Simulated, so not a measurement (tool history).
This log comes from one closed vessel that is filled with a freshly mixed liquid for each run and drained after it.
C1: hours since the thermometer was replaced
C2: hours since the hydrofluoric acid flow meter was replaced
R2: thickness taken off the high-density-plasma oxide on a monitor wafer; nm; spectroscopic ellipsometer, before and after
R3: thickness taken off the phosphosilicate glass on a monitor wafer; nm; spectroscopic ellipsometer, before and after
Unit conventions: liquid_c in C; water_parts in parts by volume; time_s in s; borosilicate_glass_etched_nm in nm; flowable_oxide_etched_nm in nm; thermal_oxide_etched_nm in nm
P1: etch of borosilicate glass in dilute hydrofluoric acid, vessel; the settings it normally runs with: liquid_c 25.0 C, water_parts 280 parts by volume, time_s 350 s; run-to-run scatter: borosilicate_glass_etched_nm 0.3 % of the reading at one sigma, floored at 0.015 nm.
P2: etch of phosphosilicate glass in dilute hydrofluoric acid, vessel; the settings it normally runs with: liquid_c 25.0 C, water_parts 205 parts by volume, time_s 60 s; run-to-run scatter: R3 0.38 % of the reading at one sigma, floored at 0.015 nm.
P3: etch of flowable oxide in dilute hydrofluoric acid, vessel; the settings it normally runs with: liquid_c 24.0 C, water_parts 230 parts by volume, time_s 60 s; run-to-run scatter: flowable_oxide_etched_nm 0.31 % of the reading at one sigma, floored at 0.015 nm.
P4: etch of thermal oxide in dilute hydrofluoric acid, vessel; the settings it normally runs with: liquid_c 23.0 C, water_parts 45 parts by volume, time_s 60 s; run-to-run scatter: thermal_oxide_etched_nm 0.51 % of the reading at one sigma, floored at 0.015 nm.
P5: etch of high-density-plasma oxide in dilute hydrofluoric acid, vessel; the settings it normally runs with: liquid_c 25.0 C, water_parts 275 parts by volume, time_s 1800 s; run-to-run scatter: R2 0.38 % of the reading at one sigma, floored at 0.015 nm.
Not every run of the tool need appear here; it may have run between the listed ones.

run 1 day=0.721 | process=P1 liquid_c=25.0 water_parts=280 time_s=350 | C1=939.4 C2=467.9 | borosilicate_glass_etched_nm=22.5890
run 2 day=1.088 | process=P5 liquid_c=25.0 water_parts=485 time_s=1800 | C1=948.2 C2=476.7 | R2=13.3940
run 3 day=1.879 | process=P5 liquid_c=25.0 water_parts=275 time_s=225 | C1=967.2 C2=495.7 | R2=3.5911
run 4 day=2.442 | process=P5 liquid_c=20.5 water_parts=275 time_s=1800 | C1=980.7 C2=509.2 | R2=24.3550
run 5 day=2.883 | process=P2 liquid_c=25.0 water_parts=125 time_s=60 | C1=991.3 C2=519.8 | R3=93.775
run 6 day=3.662 | process=P1 liquid_c=25.0 water_parts=280 time_s=350 | C1=1010.0 C2=538.5 | borosilicate_glass_etched_nm=22.5100
run 7 day=4.392 | process=P1 liquid_c=30.5 water_parts=280 time_s=350 | C1=1027.5 C2=556.0 | borosilicate_glass_etched_nm=27.1310
run 8 day=5.175 | process=P3 liquid_c=24.0 water_parts=365 time_s=60 | C1=1046.3 C2=574.8 | flowable_oxide_etched_nm=3.6830
run 9 day=5.950 | process=P4 liquid_c=23.0 water_parts=20 time_s=60 | C1=1064.9 C2=593.4 | thermal_oxide_etched_nm=15.9970
run 10 day=6.529 | process=P1 liquid_c=25.0 water_parts=280 time_s=350 | C1=1078.8 C2=607.3 | borosilicate_glass_etched_nm=22.5560
run 11 day=6.892 | process=P1 liquid_c=21.5 water_parts=280 time_s=350 | C1=1087.5 C2=616.0 | borosilicate_glass_etched_nm=20.0570
run 12 day=7.400 | process=P4 liquid_c=23.0 water_parts=45 time_s=90 | C1=1099.7 C2=628.2 | thermal_oxide_etched_nm=10.2730
run 13 day=8.067 | process=P1 liquid_c=25.0 water_parts=135 time_s=600 | C1=1115.7 C2=644.2 | borosilicate_glass_etched_nm=94.3460
run 14 day=8.704 | process=P3 liquid_c=24.0 water_parts=230 time_s=60 | C1=1131.0 C2=659.5 | flowable_oxide_etched_nm=6.7572
run 15 day=9.458 | process=P1 liquid_c=25.0 water_parts=120 time_s=350 | C1=1149.1 C2=677.6 | borosilicate_glass_etched_nm=63.1660
run 16 day=9.917 | process=P3 liquid_c=24.0 water_parts=230 time_s=30 | C1=1160.1 C2=688.6 | flowable_oxide_etched_nm=3.3679
run 17 day=10.721 | process=P1 liquid_c=32.0 water_parts=175 time_s=350 | C1=1179.4 C2=707.9 | borosilicate_glass_etched_nm=52.0380
run 18 day=11.396 | process=P1 liquid_c=25.0 water_parts=280 time_s=350 | C1=1195.6 C2=724.1 | borosilicate_glass_etched_nm=22.7900
run 19 day=11.900 | process=P5 liquid_c=25.0 water_parts=275 time_s=1800 | C1=1207.7 C2=736.2 | R2=28.6460
run 20 day=12.338 | process=P2 liquid_c=30.0 water_parts=205 time_s=60 | C1=1218.2 C2=746.7 | R3=62.378
run 21 day=12.838 | process=P3 liquid_c=17.5 water_parts=230 time_s=60 | C1=1230.2 C2=758.7 | flowable_oxide_etched_nm=5.2526
run 22 day=13.550 | process=P2 liquid_c=25.0 water_parts=205 time_s=60 | C1=1247.3 C2=775.8 | R3=51.984
run 23 day=14.196 | process=P2 liquid_c=25.0 water_parts=205 time_s=30 | C1=1262.8 C2=791.3 | R3=25.929
run 24 day=14.821 | process=P1 liquid_c=25.0 water_parts=405 time_s=350 | C1=1277.8 C2=806.3 | borosilicate_glass_etched_nm=13.8420
run 25 day=15.479 | process=P1 liquid_c=25.0 water_parts=280 time_s=510 | C1=1293.6 C2=822.1 | borosilicate_glass_etched_nm=32.8130
run 26 day=16.012 | process=P1 liquid_c=25.0 water_parts=280 time_s=350 | C1=1306.4 C2=834.9 | borosilicate_glass_etched_nm=22.6700
run 27 day=16.804 | process=P4 liquid_c=17.0 water_parts=45 time_s=60 | C1=1325.4 C2=853.9 | thermal_oxide_etched_nm=5.3196
run 28 day=17.400 | process=P4 liquid_c=23.0 water_parts=45 time_s=60 | C1=1339.7 C2=868.2 | thermal_oxide_etched_nm=6.8264
run 29 day=17.883 | process=P1 liquid_c=25.0 water_parts=280 time_s=140 | C1=1351.3 C2=879.8 | borosilicate_glass_etched_nm=9.0402
run 30 day=18.346 | process=P1 liquid_c=25.0 water_parts=280 time_s=350 | C1=1362.4 C2=890.9 | borosilicate_glass_etched_nm=22.6260
run 31 day=18.733 | process=P1 liquid_c=25.0 water_parts=280 time_s=350 | C1=1371.7 C2=900.2 | borosilicate_glass_etched_nm=22.9300
run 32 day=19.258 | process=P1 liquid_c=25.0 water_parts=280 time_s=350 | C1=1384.3 C2=912.8 | borosilicate_glass_etched_nm=23.1990
run 33 day=20.029 | process=P1 liquid_c=25.0 water_parts=280 time_s=350 | C1=1402.8 C2=931.3 | borosilicate_glass_etched_nm=23.5690
run 34 day=20.775 | process=P1 liquid_c=25.0 water_parts=280 time_s=350 | C1=1420.7 C2=949.2 | borosilicate_glass_etched_nm=23.7890
run 35 day=21.579 | process=P1 liquid_c=25.0 water_parts=280 time_s=350 | C1=1440.0 C2=968.5 | borosilicate_glass_etched_nm=23.8860
run 36 day=22.225 | process=P1 liquid_c=25.0 water_parts=280 time_s=350 | C1=1455.5 C2=984.0 | borosilicate_glass_etched_nm=24.1370
run 37 day=22.996 | process=P1 liquid_c=25.0 water_parts=280 time_s=350 | C1=1474.0 C2=1002.5 | borosilicate_glass_etched_nm=24.0630
run 38 day=23.500 | process=P1 liquid_c=25.0 water_parts=280 time_s=350 | C1=1486.1 C2=1014.6 | borosilicate_glass_etched_nm=24.0660
run 39 day=24.208 | process=P1 liquid_c=25.0 water_parts=280 time_s=350 | C1=1503.1 C2=1031.6 | borosilicate_glass_etched_nm=24.2150
run 40 day=24.788 | process=P1 liquid_c=25.0 water_parts=280 time_s=350 | C1=1517.0 C2=1045.5 | borosilicate_glass_etched_nm=24.0640
run 41 day=25.550 | process=P1 liquid_c=25.0 water_parts=280 time_s=350 | C1=1535.3 C2=1063.8 | borosilicate_glass_etched_nm=24.1240

What P1 gives has crept off from where it sat before. The 2 causes that follow fit the log equally well, each at the size noted:
A: liquid hotter than its thermometer reads (K) = 1.95
B: hydrofluoric acid flow above the setpoint (%) = 5.36
The drift started at roughly day 18.346.

The 4 check runs listed below each average the results of 2 wafers, and their outcomes are marked with question marks. Under which run would the listed causes produce clearly different results?
run check 1 day=26.312 | process=P3 liquid_c=20.0 water_parts=315 time_s=60 | flowable_oxide_etched_nm=?
run check 2 day=26.312 | process=P5 liquid_c=25.0 water_parts=275 time_s=550 | R2=?
run check 3 day=26.312 | process=P2 liquid_c=29.0 water_parts=205 time_s=30 | R3=?
run check 4 day=26.312 | process=P4 liquid_c=17.5 water_parts=25 time_s=60 | thermal_oxide_etched_nm=?

Outcome of each check run for each possible cause:
check=check_1 result=flowable_oxide_etched_nm if_A=4.1850 if_B=4.1712
check=check_2 result=R2 if_A=9.3805 if_B=9.3751
check=check_3 result=R3 if_A=32.169 if_B=32.092
check=check_4 result=thermal_oxide_etched_nm if_A=10.9050 if_B=10.5640
Per check, the gap between the least separated pair of causes, taken in the result that splits them most: check 1 0.33 %; check 2 0.06 %; check 3 0.24 %; check 4 3.18 %
Only check 4 tells the causes apart: in the others they would give nearly the same result.

After running check 4, the following was obtained: thermal_oxide_etched_nm 10.5330 nm. Which cause does this point to?

B is the cause: hydrofluoric acid flow above the setpoint (%).

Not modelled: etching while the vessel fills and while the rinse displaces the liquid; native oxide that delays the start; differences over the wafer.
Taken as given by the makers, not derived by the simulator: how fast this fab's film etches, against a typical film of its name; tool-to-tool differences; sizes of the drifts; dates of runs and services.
